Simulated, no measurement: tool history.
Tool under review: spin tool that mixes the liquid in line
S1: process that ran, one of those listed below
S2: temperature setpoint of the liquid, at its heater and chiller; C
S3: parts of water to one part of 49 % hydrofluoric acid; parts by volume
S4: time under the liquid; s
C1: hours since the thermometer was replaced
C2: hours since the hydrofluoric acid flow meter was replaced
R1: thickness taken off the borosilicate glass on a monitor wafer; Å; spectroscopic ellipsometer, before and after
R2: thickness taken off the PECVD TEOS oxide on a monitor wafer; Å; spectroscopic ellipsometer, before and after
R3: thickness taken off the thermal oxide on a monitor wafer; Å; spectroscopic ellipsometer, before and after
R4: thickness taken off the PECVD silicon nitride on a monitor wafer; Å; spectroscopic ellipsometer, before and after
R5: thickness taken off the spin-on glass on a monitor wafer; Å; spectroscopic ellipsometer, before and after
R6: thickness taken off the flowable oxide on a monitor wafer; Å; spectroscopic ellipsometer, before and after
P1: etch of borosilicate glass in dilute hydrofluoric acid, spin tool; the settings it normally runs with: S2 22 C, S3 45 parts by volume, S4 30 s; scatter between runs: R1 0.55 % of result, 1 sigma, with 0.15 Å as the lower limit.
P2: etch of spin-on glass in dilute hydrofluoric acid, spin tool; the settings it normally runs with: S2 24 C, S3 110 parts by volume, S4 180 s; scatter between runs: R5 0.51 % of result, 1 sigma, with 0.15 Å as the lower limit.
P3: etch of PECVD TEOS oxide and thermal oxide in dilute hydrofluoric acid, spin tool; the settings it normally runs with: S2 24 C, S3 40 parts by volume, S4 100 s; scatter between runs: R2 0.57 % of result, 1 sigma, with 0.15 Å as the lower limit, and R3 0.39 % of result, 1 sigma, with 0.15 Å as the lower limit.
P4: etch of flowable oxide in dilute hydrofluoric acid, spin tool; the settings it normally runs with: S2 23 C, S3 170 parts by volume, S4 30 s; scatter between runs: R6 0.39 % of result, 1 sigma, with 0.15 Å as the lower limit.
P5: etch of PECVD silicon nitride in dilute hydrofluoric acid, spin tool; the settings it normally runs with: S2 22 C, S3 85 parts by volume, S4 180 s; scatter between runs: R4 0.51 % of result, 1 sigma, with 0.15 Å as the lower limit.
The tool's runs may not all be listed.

run 1 hour=3.9 | S1=P1 S2=22 S3=45 S4=30 | C1=322.9 C2=466.8 | R1=210.52
run 2 hour=7.6 | S1=P1 S2=22 S3=45 S4=30 | C1=326.6 C2=470.5 | R1=209.13
run 3 hour=14.3 | S1=P1 S2=22 S3=65 S4=45 | C1=333.3 C2=477.2 | R1=211.57
run 4 hour=18.3 | S1=P1 S2=22 S3=45 S4=15 | C1=337.3 C2=481.2 | R1=105.1
run 5 hour=26.1 | S1=P3 S2=24 S3=40 S4=100 | C1=345.1 C2=489 | R2=294.17 R3=123.1
run 6 hour=31.3 | S1=P5 S2=17 S3=85 S4=180 | C1=350.3 C2=494.2 | R4=72.566
run 7 hour=34.8 | S1=P5 S2=22 S3=40 S4=180 | C1=353.8 C2=497.7 | R4=215.6
run 8 hour=38.8 | S1=P3 S2=24 S3=40 S4=100 | C1=357.8 C2=501.7 | R2=292 R3=122.88
run 9 hour=44.6 | S1=P5 S2=22 S3=85 S4=180 | C1=363.6 C2=507.5 | R4=101.81
run 10 hour=52 | S1=P5 S2=22 S3=85 S4=180 | C1=371 C2=514.9 | R4=102.28
run 11 hour=56 | S1=P2 S2=24 S3=110 S4=345 | C1=375 C2=518.9 | R5=878.22
run 12 hour=63.2 | S1=P3 S2=24 S3=20 S4=100 | C1=382.2 C2=526.1 | R2=604.8 R3=252.91
run 13 hour=67.5 | S1=P4 S2=23 S3=170 S4=15 | C1=386.5 C2=530.4 | R6=38.531
run 14 hour=73.7 | S1=P4 S2=17 S3=170 S4=30 | C1=392.7 C2=536.6 | R6=61.412
run 15 hour=81.4 | S1=P1 S2=22 S3=45 S4=30 | C1=400.4 C2=544.3 | R1=207.79
run 16 hour=89.1 | S1=P1 S2=22 S3=45 S4=30 | C1=408.1 C2=552 | R1=208.52
run 17 hour=92.7 | S1=P1 S2=22 S3=70 S4=30 | C1=411.7 C2=555.6 | R1=130.34
-- hour=95.1 thermometer replaced
run 18 hour=97.1 | S1=P1 S2=22 S3=45 S4=30 | C1=2.1 C2=560 | R1=208.5
run 19 hour=102 | S1=P1 S2=22 S3=45 S4=60 | C1=7 C2=564.9 | R1=415.32
run 20 hour=106.6 | S1=P5 S2=22 S3=85 S4=295 | C1=11.6 C2=569.5 | R4=167.26
run 21 hour=112.9 | S1=P3 S2=17.5 S3=40 S4=100 | C1=17.9 C2=575.8 | R2=221.51 R3=93.755
run 22 hour=117.7 | S1=P1 S2=22 S3=45 S4=30 | C1=22.7 C2=580.6 | R1=208.3
run 23 hour=122.4 | S1=P4 S2=23 S3=50 S4=30 | C1=27.4 C2=585.3 | R6=303.63
run 24 hour=130.3 | S1=P1 S2=22 S3=25 S4=30 | C1=35.3 C2=593.2 | R1=390.22
run 25 hour=135.8 | S1=P2 S2=24 S3=25 S4=180 | C1=40.8 C2=598.7 | R5=2252.1
run 26 hour=142.8 | S1=P1 S2=17 S3=45 S4=30 | C1=47.8 C2=605.7 | R1=170.57
run 27 hour=146.8 | S1=P2 S2=24 S3=110 S4=180 | C1=51.8 C2=609.7 | R5=460.77
run 28 hour=151.1 | S1=P4 S2=23 S3=170 S4=30 | C1=56.1 C2=614 | R6=77.763
run 29 hour=154.6 | S1=P1 S2=22 S3=45 S4=30 | C1=59.6 C2=617.5 | R1=208.36
run 30 hour=161.9 | S1=P3 S2=24 S3=40 S4=165 | C1=66.9 C2=624.8 | R2=486.31 R3=203.55
run 31 hour=167.4 | S1=P4 S2=23 S3=170 S4=30 | C1=72.4 C2=630.3 | R6=78.242
run 32 hour=172.3 | S1=P1 S2=17 S3=20 S4=30 | C1=77.3 C2=635.2 | R1=394.21
run 33 hour=179 | S1=P1 S2=29 S3=45 S4=30 | C1=84 C2=641.9 | R1=279.19
run 34 hour=184.4 | S1=P2 S2=17 S3=110 S4=180 | C1=89.4 C2=647.3 | R5=344.1
run 35 hour=189.9 | S1=P1 S2=22 S3=45 S4=30 | C1=94.9 C2=652.8 | R1=208.8
run 36 hour=195 | S1=P1 S2=22 S3=45 S4=30 | C1=100 C2=657.9 | R1=214.5
run 37 hour=199.9 | S1=P1 S2=22 S3=45 S4=30 | C1=104.9 C2=662.8 | R1=217.56
run 38 hour=206.4 | S1=P1 S2=22 S3=45 S4=30 | C1=111.4 C2=669.3 | R1=219.12
run 39 hour=210.4 | S1=P1 S2=22 S3=45 S4=30 | C1=115.4 C2=673.3 | R1=220.5
run 40 hour=214.9 | S1=P1 S2=22 S3=45 S4=30 | C1=119.9 C2=677.8 | R1=222.62
run 41 hour=222.4 | S1=P1 S2=22 S3=45 S4=30 | C1=127.4 C2=685.3 | R1=221.73
run 42 hour=228.7 | S1=P1 S2=22 S3=45 S4=30 | C1=133.7 C2=691.6 | R1=223.27
run 43 hour=232.8 | S1=P1 S2=22 S3=45 S4=30 | C1=137.8 C2=695.7 | R1=222.49
run 44 hour=237.7 | S1=P1 S2=22 S3=45 S4=30 | C1=142.7 C2=700.6 | R1=223.63
run 45 hour=244.9 | S1=P1 S2=22 S3=45 S4=30 | C1=149.9 C2=707.8 | R1=223.08

What P1 gives has crept away from where it was. These 2 causes fit the log equally well, each at the size given:
A: liquid hotter than its thermometer reads (K) = 1.56
B: hydrofluoric acid flow above the setpoint (%) = 6.32
The gradual shift began around hour 189.9.

Which of the 4 check runs listed below separates the causes, so that each cause would produce a clearly different result? Each run uses one wafer, and its results are marked with question marks.
run check 1 hour=252.1 | S1=P4 S2=23 S3=65 S4=30 | R6=?
run check 2 hour=252.1 | S1=P3 S2=21 S3=40 S4=100 | R2=? R3=?
run check 3 hour=252.1 | S1=P5 S2=17 S3=85 S4=280 | R4=?
run check 4 hour=252.1 | S1=P2 S2=21 S3=30 S4=180 | R5=?

Outcome of each check run for each possible cause:
check=check_1 result=R6 if_A=245.43 if_B=246.06
check=check_2 result=R2 if_A=276.12 if_B=275.69
check=check_2 result=R3 if_A=116.23 if_B=116.06
check=check_3 result=R4 if_A=126.29 if_B=120.21
check=check_4 result=R5 if_A=1755.3 if_B=1750.1
Separation of the two closest causes in each check, using whichever result separates them best: check 1 0.26 %; check 2 0.15 %; check 3 4.94 %; check 4 0.3 %
Only check 3 tells the causes apart: in the others they would give nearly the same result.

With check 3 done, the readings were: R4 120.99 Å. Identify which of the listed causes applies.

Of the candidate causes, it is B: hydrofluoric acid flow above the setpoint (%).
